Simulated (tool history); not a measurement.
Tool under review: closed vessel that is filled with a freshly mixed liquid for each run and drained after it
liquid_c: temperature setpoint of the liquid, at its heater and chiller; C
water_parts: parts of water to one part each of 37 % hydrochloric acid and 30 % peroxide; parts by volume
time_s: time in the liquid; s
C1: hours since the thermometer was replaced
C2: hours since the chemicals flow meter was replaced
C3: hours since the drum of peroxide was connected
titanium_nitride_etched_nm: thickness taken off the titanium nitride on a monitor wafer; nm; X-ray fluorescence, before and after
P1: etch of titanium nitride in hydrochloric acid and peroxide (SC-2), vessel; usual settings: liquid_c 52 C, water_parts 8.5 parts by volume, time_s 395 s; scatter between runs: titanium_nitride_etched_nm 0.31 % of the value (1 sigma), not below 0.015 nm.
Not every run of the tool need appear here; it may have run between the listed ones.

Run 1, hour 7.4: liquid_c 52 C, water_parts 8.5 parts by volume, time_s 395 s; C1 1083.3; C2 468.7; C3 842.7. Result: titanium_nitride_etched_nm 20.341 nm.
Run 2, hour 11: liquid_c 52 C, water_parts 4 parts by volume, time_s 395 s; C1 1086.9; C2 472.3; C3 846.3. Result: titanium_nitride_etched_nm 35.778 nm.
At hour 13.2: thermometer replaced.
Run 3, hour 18.1: liquid_c 37.5 C, water_parts 8.5 parts by volume, time_s 395 s; C1 5; C2 479.4; C3 853.4. Result: titanium_nitride_etched_nm 7.476 nm.
Run 4, hour 23.8: liquid_c 52 C, water_parts 8.5 parts by volume, time_s 395 s; C1 10.7; C2 485.1; C3 859.1. Result: titanium_nitride_etched_nm 20.494 nm.
Run 5, hour 28.5: liquid_c 52 C, water_parts 8.5 parts by volume, time_s 395 s; C1 15.4; C2 489.8; C3 863.8. Result: titanium_nitride_etched_nm 20.46 nm.
Run 6, hour 34.2: liquid_c 60 C, water_parts 12 parts by volume, time_s 395 s; C1 21.1; C2 495.5; C3 869.5. Result: titanium_nitride_etched_nm 25.525 nm.
Run 7, hour 40.8: liquid_c 52 C, water_parts 8.5 parts by volume, time_s 395 s; C1 27.7; C2 502.1; C3 876.1. Result: titanium_nitride_etched_nm 20.315 nm.
Run 8, hour 46.7: liquid_c 52 C, water_parts 15 parts by volume, time_s 395 s; C1 33.6; C2 508; C3 882. Result: titanium_nitride_etched_nm 12.671 nm.
Run 9, hour 51.1: liquid_c 52 C, water_parts 8.5 parts by volume, time_s 60 s; C1 38; C2 512.4; C3 886.4. Result: titanium_nitride_etched_nm 3.1078 nm.
Run 10, hour 59.3: liquid_c 43.5 C, water_parts 8.5 parts by volume, time_s 660 s; C1 46.2; C2 520.6; C3 894.6. Result: titanium_nitride_etched_nm 19.219 nm.

Forecast run 11:
Run 11, hour 67.6: liquid_c 67.5 C, water_parts 8.5 parts by volume, time_s 395 s; C1 54.5; C2 528.9; C3 902.9. Result: titanium_nitride_etched_nm ?.

Run 11 yielded titanium_nitride_etched_nm 53.939 nm.

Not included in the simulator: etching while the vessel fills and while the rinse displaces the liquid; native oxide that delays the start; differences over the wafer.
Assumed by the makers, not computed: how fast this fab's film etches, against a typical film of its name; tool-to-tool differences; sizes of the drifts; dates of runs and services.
